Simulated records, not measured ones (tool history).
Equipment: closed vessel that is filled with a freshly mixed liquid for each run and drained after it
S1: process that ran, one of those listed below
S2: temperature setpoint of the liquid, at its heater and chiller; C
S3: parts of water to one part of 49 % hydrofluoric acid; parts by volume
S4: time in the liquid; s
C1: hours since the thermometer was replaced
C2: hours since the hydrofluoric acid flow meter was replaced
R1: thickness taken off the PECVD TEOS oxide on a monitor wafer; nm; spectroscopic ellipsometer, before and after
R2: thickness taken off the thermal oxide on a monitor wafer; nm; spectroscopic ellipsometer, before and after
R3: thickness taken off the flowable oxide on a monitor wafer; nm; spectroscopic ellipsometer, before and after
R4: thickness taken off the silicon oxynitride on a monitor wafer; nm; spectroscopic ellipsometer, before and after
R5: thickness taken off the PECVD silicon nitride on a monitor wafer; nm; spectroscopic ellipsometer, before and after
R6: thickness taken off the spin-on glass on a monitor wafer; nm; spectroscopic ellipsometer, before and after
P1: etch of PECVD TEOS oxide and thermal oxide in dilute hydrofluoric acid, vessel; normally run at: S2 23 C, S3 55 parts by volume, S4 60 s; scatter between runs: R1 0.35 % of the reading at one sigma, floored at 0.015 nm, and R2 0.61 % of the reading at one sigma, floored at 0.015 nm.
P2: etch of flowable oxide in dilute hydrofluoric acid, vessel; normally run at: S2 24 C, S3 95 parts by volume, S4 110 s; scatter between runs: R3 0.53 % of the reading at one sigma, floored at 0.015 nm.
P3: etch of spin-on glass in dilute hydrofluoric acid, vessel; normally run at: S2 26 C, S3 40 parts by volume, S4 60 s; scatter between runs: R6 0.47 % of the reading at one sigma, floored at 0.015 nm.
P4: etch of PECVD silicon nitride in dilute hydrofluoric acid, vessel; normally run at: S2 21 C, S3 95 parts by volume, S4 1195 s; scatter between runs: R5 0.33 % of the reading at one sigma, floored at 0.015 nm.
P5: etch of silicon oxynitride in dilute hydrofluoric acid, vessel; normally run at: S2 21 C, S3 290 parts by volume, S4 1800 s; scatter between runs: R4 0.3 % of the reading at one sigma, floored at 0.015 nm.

run   hour  S1    S2   S3    S4      C1      C2      R1      R2      R3      R4      R5      R6
  1   13.8  P1    23   55    60  1584.2   710.3  19.535  5.1301
  2   25.2  P1    23  100    30  1595.6   721.7  5.0855  1.3014
  3   39.5  P2    24   95   110  1609.9     736                  25.117
  4   53.4  P5    21  410  1800  1623.8   749.9                          14.498
  5   66.3  P2    24  150   110  1636.7   762.8                  14.906
  6   80.8  P1    23   55    60  1651.2   777.3  19.529  5.1927
  7   97.4  P2    17   95   110  1667.8   793.9                  19.027
  8  105.5  P2    24   95    35  1675.9     802                  7.9693
  9  113.4  P1    23   55    60  1683.8   809.9  19.494  5.1857
 10  121.7  P1    23   55    60  1692.1   818.2  19.436  5.1694
 11    132  P1    23   55    60  1702.4   828.5  19.513  5.1214
 12    144  P4    17   95  1195  1714.4   840.5                                  13.689
 13  153.7  P5    21  290   950  1724.1   850.2                          11.713
 14  170.5  P1    23   95    60  1740.9     867  10.697  2.8793
 15  180.1  P3  29.5   40    60  1750.5   876.6                                          66.205
 16  194.4  P4    21   95  1195  1764.8   890.9                                  17.984
 17  211.3  P1    23   30    60  1781.7   907.8  36.831  9.6765
 18  224.3  P3    26   40    60  1794.7   920.8                                          57.505
 19  236.8  P3    26   20    60  1807.2   933.3                                          118.93
 20  250.5  P3    26   40    60  1820.9     947                                          57.519
 21  261.6  P1    17   55    60    1832   958.1  15.134  4.0028
 22  275.6  P5    21  290  1800    1846   972.1                          22.116
 23  286.9  P4    21   95   430  1857.3   983.4                                  6.4725
 24  298.9  P3    26   40    95  1869.3   995.4                                          90.769
 25  312.3  P1    27   55    60  1882.7  1008.8  22.826  6.0434
 26  328.6  P1    23   55    30    1899  1025.1  9.7403  2.6132
 27  345.8  P1    23   55   110  1916.2  1042.3   35.64  9.5983
 28  358.1  P5    17  290  1800  1928.5  1054.6                          18.496

What will run 29 give?
 29   368  P1  23  55  60  1938.4  1064.5   ?   ?

R1: 19.478 nm
R2: 5.1813 nm
